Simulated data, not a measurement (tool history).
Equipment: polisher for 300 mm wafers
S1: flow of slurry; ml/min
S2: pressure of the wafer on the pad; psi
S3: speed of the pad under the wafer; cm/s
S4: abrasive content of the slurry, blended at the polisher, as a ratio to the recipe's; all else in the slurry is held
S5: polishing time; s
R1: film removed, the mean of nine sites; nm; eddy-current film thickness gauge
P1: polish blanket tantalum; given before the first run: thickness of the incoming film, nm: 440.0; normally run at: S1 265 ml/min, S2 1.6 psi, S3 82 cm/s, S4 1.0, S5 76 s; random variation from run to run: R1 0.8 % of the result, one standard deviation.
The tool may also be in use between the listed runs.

run   hour   S1   S2   S3   S4   S5       R1
  1    3.2  265  1.6   82  1.0   76   97.127
  2   10.0  365  1.6   82  1.0   76  100.270
  3   13.6  265  1.6   82  1.0   76   97.060
  4   19.1  265  1.6   82  1.0   76   97.746
  5   25.9  265  1.6   82  1.0   76   97.453
  6   29.6  265  1.6   82  1.0   76   95.765
  7   35.6  265  1.6   82  1.0   76   96.113
  8   41.7  265  1.6   82  1.3   76  103.590
  9   46.6  265  0.7   82  1.0   76   42.661
 10   51.1  265  1.6   82  1.0  117  149.790
 11   57.3  160  1.6   82  1.0   76   91.832
      61.5  -- slurry blender recalibrated
 12   63.3  265  1.6   82  1.0   39   50.352
 13   70.3  180  1.6  122  1.0   76  136.980
 14   74.3  265  1.6  120  1.0   76  141.790
      76.9  -- head pressure recalibrated
 15   79.7  265  1.6   82  0.5   76   74.828
 16   86.5  265  1.6   58  1.0   76   67.717
 17   93.2  265  2.3   82  1.0   76  138.960
 18   96.5  265  1.6   82  1.0   76   96.130
 19  101.7  265  1.6   82  1.0   76   95.601
 20  106.3  265  1.6   82  1.0   76   94.180
 21  112.3  265  1.6   82  1.0   76   91.504
     115.0  -- worn pad replaced by a new one
     115.2  -- slurry nozzle cleaned
 22  116.8  265  1.6   82  1.0   76   91.475
 23  120.2  265  1.6   82  1.0   76   90.322
 24  126.7  265  1.6   82  1.0   76   91.117

Run 25, settings as shown, results not yet in. Your forecast:
 25  133.7  265  1.6  82  1.0  76   ?

R1: 89.868 nm
